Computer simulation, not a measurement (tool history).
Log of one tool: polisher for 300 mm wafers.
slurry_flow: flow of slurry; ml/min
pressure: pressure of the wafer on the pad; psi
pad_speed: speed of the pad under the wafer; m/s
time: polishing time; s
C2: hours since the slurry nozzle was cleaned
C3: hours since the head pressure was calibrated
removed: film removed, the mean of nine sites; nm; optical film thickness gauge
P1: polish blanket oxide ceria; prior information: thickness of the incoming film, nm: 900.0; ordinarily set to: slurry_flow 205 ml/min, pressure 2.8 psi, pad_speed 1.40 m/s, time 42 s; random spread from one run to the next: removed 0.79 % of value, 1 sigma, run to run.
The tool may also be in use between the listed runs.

{"run": 1, "hour": 2.3, "slurry_flow": 205, "pressure": 2.8, "pad_speed": 1.4, "time": 42, "wafers polished on this pad": 331, "C2": 301.5, "C3": 307.7, "removed": 196.46}
{"run": 2, "hour": 5.3, "slurry_flow": 285, "pressure": 2.8, "pad_speed": 1.4, "time": 42, "wafers polished on this pad": 371, "C2": 304.5, "C3": 310.7, "removed": 202.26}
{"run": 3, "hour": 9.1, "slurry_flow": 205, "pressure": 2.0, "pad_speed": 1.4, "time": 42, "wafers polished on this pad": 421, "C2": 308.3, "C3": 314.5, "removed": 141.48}
{"run": 4, "hour": 13.1, "slurry_flow": 205, "pressure": 2.8, "pad_speed": 1.4, "time": 42, "wafers polished on this pad": 474, "C2": 312.3, "C3": 318.5, "removed": 192.77}
{"run": 5, "hour": 16.2, "slurry_flow": 205, "pressure": 2.8, "pad_speed": 1.4, "time": 27, "wafers polished on this pad": 515, "C2": 315.4, "C3": 321.6, "removed": 126.87}
{"run": 6, "hour": 19.3, "slurry_flow": 205, "pressure": 2.8, "pad_speed": 1.04, "time": 42, "wafers polished on this pad": 556, "C2": 318.5, "C3": 324.7, "removed": 145.14}
{"run": 7, "hour": 21.8, "slurry_flow": 205, "pressure": 2.8, "pad_speed": 1.9, "time": 42, "wafers polished on this pad": 589, "C2": 321.0, "C3": 327.2, "removed": 265.38}
{"run": 8, "hour": 24.9, "slurry_flow": 125, "pressure": 2.8, "pad_speed": 1.4, "time": 42, "wafers polished on this pad": 630, "C2": 324.1, "C3": 330.3, "removed": 181.11}
{"run": 9, "hour": 27.4, "slurry_flow": 205, "pressure": 2.8, "pad_speed": 1.4, "time": 42, "wafers polished on this pad": 663, "C2": 326.6, "C3": 332.8, "removed": 196.4}
{"run": 10, "hour": 30.7, "slurry_flow": 205, "pressure": 2.8, "pad_speed": 1.4, "time": 42, "wafers polished on this pad": 707, "C2": 329.9, "C3": 336.1, "removed": 196.87}
{"run": 11, "hour": 34.1, "slurry_flow": 205, "pressure": 1.9, "pad_speed": 1.4, "time": 31, "wafers polished on this pad": 752, "C2": 333.3, "C3": 339.5, "removed": 98.875}
{"run": 12, "hour": 36.5, "slurry_flow": 205, "pressure": 2.8, "pad_speed": 1.4, "time": 42, "wafers polished on this pad": 784, "C2": 335.7, "C3": 341.9, "removed": 196.28}
{"run": 13, "hour": 39.9, "slurry_flow": 125, "pressure": 2.8, "pad_speed": 1.4, "time": 19, "wafers polished on this pad": 829, "C2": 339.1, "C3": 345.3, "removed": 81.661}
{"run": 14, "hour": 42.2, "slurry_flow": 205, "pressure": 4.4, "pad_speed": 1.4, "time": 42, "wafers polished on this pad": 859, "C2": 341.4, "C3": 347.6, "removed": 303.66}
{"run": 15, "hour": 44.8, "slurry_flow": 205, "pressure": 2.8, "pad_speed": 1.4, "time": 42, "wafers polished on this pad": 894, "C2": 344.0, "C3": 350.2, "removed": 195.71}
{"run": 16, "hour": 47.7, "slurry_flow": 125, "pressure": 3.6, "pad_speed": 1.4, "time": 42, "wafers polished on this pad": 932, "C2": 346.9, "C3": 353.1, "removed": 232.42}
{"run": 17, "hour": 50.4, "slurry_flow": 205, "pressure": 2.8, "pad_speed": 1.4, "time": 59, "wafers polished on this pad": 968, "C2": 349.6, "C3": 355.8, "removed": 272.69}

What does the tool deliver on the next run?
{"run": 18, "hour": 54.1, "slurry_flow": 205, "pressure": 2.8, "pad_speed": 1.4, "time": 42, "wafers polished on this pad": 1017, "C2": 353.3, "C3": 359.5, "removed": "?"}

{"run 18": {"removed": 192.63}}
